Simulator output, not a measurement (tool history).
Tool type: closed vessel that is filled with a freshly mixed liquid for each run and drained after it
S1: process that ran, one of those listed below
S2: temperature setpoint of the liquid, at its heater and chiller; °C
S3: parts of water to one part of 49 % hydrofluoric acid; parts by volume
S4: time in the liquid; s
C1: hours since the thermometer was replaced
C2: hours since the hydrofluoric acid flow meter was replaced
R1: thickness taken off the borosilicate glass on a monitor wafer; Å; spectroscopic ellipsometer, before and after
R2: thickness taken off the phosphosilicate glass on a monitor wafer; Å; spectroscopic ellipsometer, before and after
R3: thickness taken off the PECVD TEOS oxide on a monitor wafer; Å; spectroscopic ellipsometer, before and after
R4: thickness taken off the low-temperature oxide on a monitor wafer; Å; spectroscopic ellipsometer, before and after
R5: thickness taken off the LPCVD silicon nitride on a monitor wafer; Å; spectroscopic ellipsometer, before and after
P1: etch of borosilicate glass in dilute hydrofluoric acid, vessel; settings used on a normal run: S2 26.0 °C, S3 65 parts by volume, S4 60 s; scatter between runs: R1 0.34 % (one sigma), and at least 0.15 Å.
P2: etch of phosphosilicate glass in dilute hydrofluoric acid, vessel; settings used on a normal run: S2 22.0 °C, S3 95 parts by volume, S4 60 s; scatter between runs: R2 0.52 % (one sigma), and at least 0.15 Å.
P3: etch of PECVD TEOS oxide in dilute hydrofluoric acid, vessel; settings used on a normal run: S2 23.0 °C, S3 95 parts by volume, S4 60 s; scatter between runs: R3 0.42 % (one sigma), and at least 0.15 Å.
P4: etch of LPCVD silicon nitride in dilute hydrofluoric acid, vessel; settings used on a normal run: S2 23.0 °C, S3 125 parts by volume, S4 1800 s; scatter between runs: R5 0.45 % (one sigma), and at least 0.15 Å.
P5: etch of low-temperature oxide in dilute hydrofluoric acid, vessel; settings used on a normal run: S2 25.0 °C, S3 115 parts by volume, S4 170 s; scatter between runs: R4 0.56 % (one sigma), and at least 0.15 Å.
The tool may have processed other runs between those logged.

run	day	S1	S2	S3	S4	C1	C2	R1	R2	R3	R4	R5
1	0.333	P1	26.0	65	60	1414.6	1775.6	353.47				
2	0.642	P2	22.0	95	110	1422.0	1783.0		1217.40			
3	0.867	P3	23.0	155	60	1427.4	1788.4			101.720		
4	1.192	P2	22.0	95	60	1435.2	1796.2		666.81			
5	1.362	P1	26.0	65	30	1439.3	1800.3	177.14				
6	1.696	P5	25.0	115	95	1447.3	1808.3				227.00	
7	1.946	P1	26.0	65	60	1453.3	1814.3	353.07				
8	2.167	P5	33.0	115	170	1458.6	1819.6				553.80	
9	2.312	P3	23.0	95	60	1462.1	1823.1			176.100		
10	2.592	P1	26.0	30	60	1468.8	1829.8	803.51				
11	2.900	P1	26.0	65	60	1476.2	1837.2	351.11				
12	3.196	P2	28.5	95	60	1483.3	1844.3		857.57			
13	3.354	P1	21.0	65	60	1487.1	1848.1	288.47				
14	3.621	P1	26.0	100	60	1493.5	1854.5	217.95				
15	3.867	P5	25.0	115	170	1499.4	1860.4				411.99	
16	4.046	P4	27.0	125	1800	1503.7	1864.7					79.045
17	4.279	P4	23.0	125	1800	1509.3	1870.3					61.018
18	4.550	P1	26.0	110	30	1515.8	1876.8	98.01				
19	4.829	P2	22.0	145	60	1522.5	1883.5		412.16			
20	5.104	P4	23.0	55	1800	1529.1	1890.1					136.600
# day 5.192: hydrofluoric acid flow meter replaced
21	5.400	P3	23.0	95	30	1536.2	5.0			89.534		

For run 22, what comes out?
22	5.662	P4	23.0	125	3210	1542.5	11.3					?

{"run 22": {"R5": 109.46}}

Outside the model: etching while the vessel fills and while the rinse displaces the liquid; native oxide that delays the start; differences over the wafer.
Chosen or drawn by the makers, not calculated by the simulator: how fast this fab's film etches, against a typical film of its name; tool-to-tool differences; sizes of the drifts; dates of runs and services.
